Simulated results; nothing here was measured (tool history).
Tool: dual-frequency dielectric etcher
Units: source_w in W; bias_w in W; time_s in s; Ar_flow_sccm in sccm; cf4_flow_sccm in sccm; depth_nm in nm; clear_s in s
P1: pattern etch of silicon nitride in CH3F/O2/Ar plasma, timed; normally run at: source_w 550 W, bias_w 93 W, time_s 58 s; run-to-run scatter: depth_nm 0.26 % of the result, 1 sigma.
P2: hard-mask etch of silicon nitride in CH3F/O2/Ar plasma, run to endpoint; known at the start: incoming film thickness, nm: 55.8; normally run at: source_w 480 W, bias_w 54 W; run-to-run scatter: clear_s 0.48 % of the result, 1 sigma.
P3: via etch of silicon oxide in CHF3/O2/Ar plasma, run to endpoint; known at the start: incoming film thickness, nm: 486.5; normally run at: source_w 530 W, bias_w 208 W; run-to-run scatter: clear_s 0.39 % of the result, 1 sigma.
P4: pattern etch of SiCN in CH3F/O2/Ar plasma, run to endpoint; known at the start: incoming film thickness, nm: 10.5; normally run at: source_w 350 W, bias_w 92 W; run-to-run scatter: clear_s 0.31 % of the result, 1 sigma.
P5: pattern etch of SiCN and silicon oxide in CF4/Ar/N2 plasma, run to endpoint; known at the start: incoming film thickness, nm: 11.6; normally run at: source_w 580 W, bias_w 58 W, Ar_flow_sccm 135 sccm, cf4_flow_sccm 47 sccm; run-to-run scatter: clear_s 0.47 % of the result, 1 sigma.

run 1 hour=16.9 | process=P1 source_w=550 bias_w=93 time_s=58 | depth_nm=49.612
run 2 hour=25.4 | process=P3 source_w=530 bias_w=208 | clear_s=256.21
run 3 hour=38 | process=P4 source_w=350 bias_w=69 | clear_s=29.827
run 4 hour=48.4 | process=P4 source_w=350 bias_w=92 | clear_s=26.728
run 5 hour=57.3 | process=P2 source_w=350 bias_w=54 | clear_s=95.172
-- hour=64 wet clean of the chamber
run 6 hour=69.6 | process=P1 source_w=550 bias_w=93 time_s=58 | depth_nm=49.775
-- hour=80.7 bias power generator calibrated
run 7 hour=80.8 | process=P1 source_w=550 bias_w=93 time_s=58 | depth_nm=49.689
run 8 hour=92 | process=P1 source_w=550 bias_w=93 time_s=42 | depth_nm=35.915
run 9 hour=107 | process=P1 source_w=550 bias_w=93 time_s=58 | depth_nm=49.584
run 10 hour=115.8 | process=P5 source_w=580 bias_w=58 Ar_flow_sccm=174 cf4_flow_sccm=47 | clear_s=14.222
run 11 hour=128.8 | process=P1 source_w=710 bias_w=93 time_s=58 | depth_nm=54.51
run 12 hour=141.6 | process=P1 source_w=550 bias_w=93 time_s=58 | depth_nm=49.575
run 13 hour=155 | process=P5 source_w=580 bias_w=58 Ar_flow_sccm=135 cf4_flow_sccm=47 | clear_s=13.414
run 14 hour=166.8 | process=P1 source_w=360 bias_w=93 time_s=58 | depth_nm=42.272
run 15 hour=175.4 | process=P1 source_w=550 bias_w=93 time_s=58 | depth_nm=49.687
run 16 hour=187.8 | process=P1 source_w=350 bias_w=76 time_s=58 | depth_nm=39.086
run 17 hour=207.1 | process=P3 source_w=530 bias_w=208 | clear_s=256.55
run 18 hour=218.1 | process=P2 source_w=480 bias_w=66 | clear_s=79.428
run 19 hour=235.1 | process=P4 source_w=480 bias_w=92 | clear_s=23.911
run 20 hour=248.7 | process=P2 source_w=480 bias_w=54 | clear_s=84.351
run 21 hour=260.2 | process=P1 source_w=550 bias_w=70 time_s=58 | depth_nm=44.81
run 22 hour=278 | process=P5 source_w=580 bias_w=58 Ar_flow_sccm=135 cf4_flow_sccm=66 | clear_s=12.648
run 23 hour=292.8 | process=P3 source_w=340 bias_w=208 | clear_s=301.83
run 24 hour=302.5 | process=P5 source_w=410 bias_w=58 Ar_flow_sccm=135 cf4_flow_sccm=47 | clear_s=18.265
run 25 hour=321.2 | process=P2 source_w=480 bias_w=54 | clear_s=84.546
run 26 hour=330.8 | process=P4 source_w=350 bias_w=92 | clear_s=26.787
run 27 hour=340.8 | process=P3 source_w=530 bias_w=259 | clear_s=238.19
run 28 hour=352.7 | process=P1 source_w=550 bias_w=93 time_s=83 | depth_nm=71.028
run 29 hour=370.3 | process=P5 source_w=580 bias_w=44 Ar_flow_sccm=135 cf4_flow_sccm=47 | clear_s=14.855
run 30 hour=388.8 | process=P1 source_w=550 bias_w=130 time_s=58 | depth_nm=55.824
run 31 hour=398.8 | process=P1 source_w=550 bias_w=93 time_s=58 | depth_nm=49.724
run 32 hour=415 | process=P1 source_w=550 bias_w=93 time_s=58 | depth_nm=49.633
run 33 hour=432.2 | process=P1 source_w=550 bias_w=93 time_s=58 | depth_nm=50.194
run 34 hour=441.9 | process=P1 source_w=550 bias_w=93 time_s=58 | depth_nm=50.065
run 35 hour=460 | process=P1 source_w=550 bias_w=93 time_s=58 | depth_nm=50.363
-- hour=462 wet clean of the chamber
run 36 hour=471.5 | process=P1 source_w=550 bias_w=93 time_s=58 | depth_nm=50.257
run 37 hour=489.1 | process=P1 source_w=550 bias_w=93 time_s=58 | depth_nm=50.244
run 38 hour=505.8 | process=P1 source_w=550 bias_w=93 time_s=58 | depth_nm=50.546
run 39 hour=522 | process=P1 source_w=550 bias_w=93 time_s=58 | depth_nm=50.576
run 40 hour=537.5 | process=P1 source_w=550 bias_w=93 time_s=58 | depth_nm=50.432
run 41 hour=556 | process=P1 source_w=550 bias_w=93 time_s=58 | depth_nm=50.364
run 42 hour=574.2 | process=P1 source_w=550 bias_w=93 time_s=58 | depth_nm=50.35

What P1 gives has crept away from where it was. These 2 causes fit the log equally well, each at the size given:
A: source power that arrives over what is set, % = 4.34
B: bias power that arrives over what is set, % = 4.6
The creep began at about hour 398.8.
Why every other cause is out:
chamber walls in a state that raises the etch rate, %: serviced at hour 462, which brought nothing back

4 check runs are offered, each on 3 wafers whose results are averaged, their results left as question marks. Which one tells the causes apart?
run check 1 hour=592.4 | process=P4 source_w=450 bias_w=76 | clear_s=?
run check 2 hour=592.4 | process=P5 source_w=580 bias_w=58 Ar_flow_sccm=159 cf4_flow_sccm=63 | clear_s=?
run check 3 hour=592.4 | process=P2 source_w=400 bias_w=63 | clear_s=?
run check 4 hour=592.4 | process=P3 source_w=380 bias_w=244 | clear_s=?

What each check would give under each cause:
check=check_1 result=clear_s if_A=25.788 if_B=25.787
check=check_2 result=clear_s if_A=12.707 if_B=12.985
check=check_3 result=clear_s if_A=84.439 if_B=84.545
check=check_4 result=clear_s if_A=270.53 if_B=270.36
How far apart the two closest causes lie, in the result that separates them most: check 1 0 %; check 2 2.16 %; check 3 0.13 %; check 4 0.06 %
Only check 2 tells the causes apart: in the others they would give nearly the same result.

Then check 2 was run and gave: clear_s 12.715 s. Which cause is it?

It is A: source power that arrives over what is set, %.

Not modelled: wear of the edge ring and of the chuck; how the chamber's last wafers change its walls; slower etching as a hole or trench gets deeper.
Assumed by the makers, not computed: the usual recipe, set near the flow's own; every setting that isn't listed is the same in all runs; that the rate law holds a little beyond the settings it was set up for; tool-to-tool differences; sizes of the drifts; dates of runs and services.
